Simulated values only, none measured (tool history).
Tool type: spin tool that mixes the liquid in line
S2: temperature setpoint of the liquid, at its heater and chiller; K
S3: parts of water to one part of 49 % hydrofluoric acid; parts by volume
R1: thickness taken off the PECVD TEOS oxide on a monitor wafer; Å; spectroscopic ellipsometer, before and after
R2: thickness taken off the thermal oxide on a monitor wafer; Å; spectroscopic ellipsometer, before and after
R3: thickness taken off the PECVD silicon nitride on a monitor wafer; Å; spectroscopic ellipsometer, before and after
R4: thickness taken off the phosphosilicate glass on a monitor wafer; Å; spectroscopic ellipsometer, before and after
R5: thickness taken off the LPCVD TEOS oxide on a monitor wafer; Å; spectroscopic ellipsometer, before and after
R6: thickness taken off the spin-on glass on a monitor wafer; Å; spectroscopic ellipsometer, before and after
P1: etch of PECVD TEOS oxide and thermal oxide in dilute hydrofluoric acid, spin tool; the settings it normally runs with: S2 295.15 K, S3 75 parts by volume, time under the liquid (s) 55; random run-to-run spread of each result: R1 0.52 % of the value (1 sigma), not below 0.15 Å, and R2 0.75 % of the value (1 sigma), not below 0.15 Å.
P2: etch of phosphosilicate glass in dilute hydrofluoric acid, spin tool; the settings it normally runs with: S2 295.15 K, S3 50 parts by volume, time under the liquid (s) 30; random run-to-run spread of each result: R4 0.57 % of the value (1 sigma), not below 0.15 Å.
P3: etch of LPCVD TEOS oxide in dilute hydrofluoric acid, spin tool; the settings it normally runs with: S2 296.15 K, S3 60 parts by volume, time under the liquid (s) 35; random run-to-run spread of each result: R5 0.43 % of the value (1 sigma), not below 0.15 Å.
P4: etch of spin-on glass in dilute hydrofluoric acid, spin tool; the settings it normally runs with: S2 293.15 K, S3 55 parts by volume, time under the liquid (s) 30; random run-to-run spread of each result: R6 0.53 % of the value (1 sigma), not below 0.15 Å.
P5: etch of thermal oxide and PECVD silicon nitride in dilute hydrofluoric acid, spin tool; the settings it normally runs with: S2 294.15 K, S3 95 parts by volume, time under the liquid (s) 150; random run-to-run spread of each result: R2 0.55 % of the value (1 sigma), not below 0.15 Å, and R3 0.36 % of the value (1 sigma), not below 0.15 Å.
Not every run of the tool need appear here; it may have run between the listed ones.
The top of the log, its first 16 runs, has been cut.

{"run": 17, "hour": 145.0, "process that ran": "P3", "S2": 296.15, "S3": 60, "time under the liquid (s)": 35, "R5": 266.8}
{"run": 18, "hour": 155.9, "process that ran": "P5", "S2": 294.15, "S3": 95, "time under the liquid (s)": 65, "R2": 28.189, "R3": 24.922}
{"run": 19, "hour": 163.2, "process that ran": "P5", "S2": 294.15, "S3": 95, "time under the liquid (s)": 150, "R2": 65.643, "R3": 57.707}
{"run": 20, "hour": 170.5, "process that ran": "P1", "S2": 302.15, "S3": 75, "time under the liquid (s)": 55, "R1": 88.751, "R2": 42.207}
{"run": 21, "hour": 181.3, "process that ran": "P5", "S2": 294.15, "S3": 20, "time under the liquid (s)": 150, "R2": 340.98, "R3": 260.67}
{"run": 22, "hour": 190.7, "process that ran": "P2", "S2": 295.15, "S3": 50, "time under the liquid (s)": 30, "R4": 1165.8}
{"run": 23, "hour": 199.4, "process that ran": "P4", "S2": 293.15, "S3": 55, "time under the liquid (s)": 30, "R6": 233.61}
{"run": 24, "hour": 210.2, "process that ran": "P2", "S2": 300.15, "S3": 50, "time under the liquid (s)": 30, "R4": 1442}
{"run": 25, "hour": 220.5, "process that ran": "P4", "S2": 293.15, "S3": 105, "time under the liquid (s)": 30, "R6": 114.5}

What will run 26 give?
{"run": 26, "hour": 225.9, "process that ran": "P3", "S2": 290.15, "S3": 60, "time under the liquid (s)": 35, "R5": "?"}

R5: 206.6 Å

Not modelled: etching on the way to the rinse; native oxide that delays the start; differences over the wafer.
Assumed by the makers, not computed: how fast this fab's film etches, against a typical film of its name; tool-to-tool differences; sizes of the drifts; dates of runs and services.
